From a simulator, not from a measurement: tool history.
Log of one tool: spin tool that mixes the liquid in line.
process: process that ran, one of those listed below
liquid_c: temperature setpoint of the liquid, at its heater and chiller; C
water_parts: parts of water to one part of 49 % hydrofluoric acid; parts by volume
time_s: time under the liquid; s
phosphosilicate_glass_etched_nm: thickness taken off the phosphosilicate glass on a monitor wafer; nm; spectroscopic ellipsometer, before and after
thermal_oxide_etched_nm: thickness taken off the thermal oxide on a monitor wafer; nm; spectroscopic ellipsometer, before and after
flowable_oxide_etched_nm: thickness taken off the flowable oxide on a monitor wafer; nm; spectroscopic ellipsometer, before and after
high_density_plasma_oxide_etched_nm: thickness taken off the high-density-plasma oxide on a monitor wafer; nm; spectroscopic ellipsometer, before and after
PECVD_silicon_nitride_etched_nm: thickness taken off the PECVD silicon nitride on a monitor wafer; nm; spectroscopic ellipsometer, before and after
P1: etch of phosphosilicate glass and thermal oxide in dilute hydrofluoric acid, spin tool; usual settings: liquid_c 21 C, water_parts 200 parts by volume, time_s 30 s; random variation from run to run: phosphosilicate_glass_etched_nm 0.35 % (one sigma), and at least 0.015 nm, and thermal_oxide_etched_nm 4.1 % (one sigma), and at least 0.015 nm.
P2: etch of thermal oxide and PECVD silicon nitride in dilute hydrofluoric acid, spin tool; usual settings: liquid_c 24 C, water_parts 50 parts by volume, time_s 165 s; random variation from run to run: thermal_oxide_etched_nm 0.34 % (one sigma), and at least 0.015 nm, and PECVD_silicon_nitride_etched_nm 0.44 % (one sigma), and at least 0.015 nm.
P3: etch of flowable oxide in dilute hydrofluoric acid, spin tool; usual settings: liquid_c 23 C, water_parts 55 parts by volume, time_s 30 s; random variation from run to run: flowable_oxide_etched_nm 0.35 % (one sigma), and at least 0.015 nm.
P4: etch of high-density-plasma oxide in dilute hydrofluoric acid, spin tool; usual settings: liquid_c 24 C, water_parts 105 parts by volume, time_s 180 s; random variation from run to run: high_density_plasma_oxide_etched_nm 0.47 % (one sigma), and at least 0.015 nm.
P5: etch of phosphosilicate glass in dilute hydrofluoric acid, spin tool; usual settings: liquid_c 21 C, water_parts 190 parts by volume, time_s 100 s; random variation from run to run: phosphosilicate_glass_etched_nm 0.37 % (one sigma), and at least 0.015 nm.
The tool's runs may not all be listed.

run   hour  process  liquid_c  water_parts  time_s  phosphosilicate_glass_etched_nm  thermal_oxide_etched_nm  flowable_oxide_etched_nm  high_density_plasma_oxide_etched_nm  PECVD_silicon_nitride_etched_nm
  1     15       P1        21          200      30                           24.062                  0.56307
  2   25.8       P1        21          200      30                           24.204                  0.54115
  3   34.7       P5        21          190     100                           39.724
  4   44.1       P3        23          100      30                                                                              15.602
  5   55.9       P3        17           55      30                                                                              23.273
  6   65.9       P4        24          180     180                                                                                                                   4.9213
  7   73.4       P2        24           50     165                                                    17.322                                                                                          11.836
  8   86.8       P1        21          200      15                           12.007                  0.32248
  9   95.2       P1        21          200      60                           48.242                   1.0947
 10    107       P5        17          190     100                           34.105
     111.8  -- hydrofluoric acid flow meter replaced
 11  115.9       P4        24          105     180                                                                                                                   9.2715
 12  128.1       P1        21           45      30                           126.63                   2.8805
 13  134.8       P4        24          105     355                                                                                                                   18.246
 14  146.7       P4        24          105     180                                                                                                                   9.1194
 15  154.1       P1        21          200      30                           24.096                  0.53953
 16  165.3       P1        21          200      30                           24.072                  0.57776
 17  173.3       P2        32           50     165                                                    24.023                                                                                          20.002
 18    180       P3        23           55      15                                                                              15.073
 19  193.2       P1        21          200      30                           24.004                  0.61582
 20  207.5       P5        21          335     100                           19.574
 21  218.1       P1        28          200      30                           31.059                  0.80735
 22  226.4       P1        21          315      30                           13.749                  0.34438
 23  239.9       P1        17          200      30                           20.545                  0.47802
 24  253.3       P2        24           50     270                                                    28.591                                                                                          19.285
 25  266.8       P4      31.5          105     180                                                                                                                   12.417
 26  278.5       P5        21          190     180                           71.515
 27  292.5       P5        21          190     100                           39.689
 28  302.4       P1        21          100      15                           26.704                  0.65769
 29  315.1       P3        23           55      30                                                                              30.025
 30  323.2       P2        24           70     165                                                    12.151                                                                                          8.5072
 31  334.6       P1      27.5          305      30                           17.987                  0.42793
 32  347.7       P1        21          200      30                            24.09                  0.61526
 33  357.7       P1        21          200      30                           24.587                  0.60737
 34  369.2       P1        21          200      30                           24.936                    0.646
 35  383.2       P1        21          200      30                           25.125                   0.6047
 36  394.5       P1        21          200      30                           25.182                  0.61943
 37  402.2       P1        21          200      30                           25.465                  0.64767

The next listed run, before its measurement:
 38  410.4       P1        21          200      30                                ?                        ?

Run 38 gave phosphosilicate_glass_etched_nm 25.387 nm, thermal_oxide_etched_nm 0.62962 nm.

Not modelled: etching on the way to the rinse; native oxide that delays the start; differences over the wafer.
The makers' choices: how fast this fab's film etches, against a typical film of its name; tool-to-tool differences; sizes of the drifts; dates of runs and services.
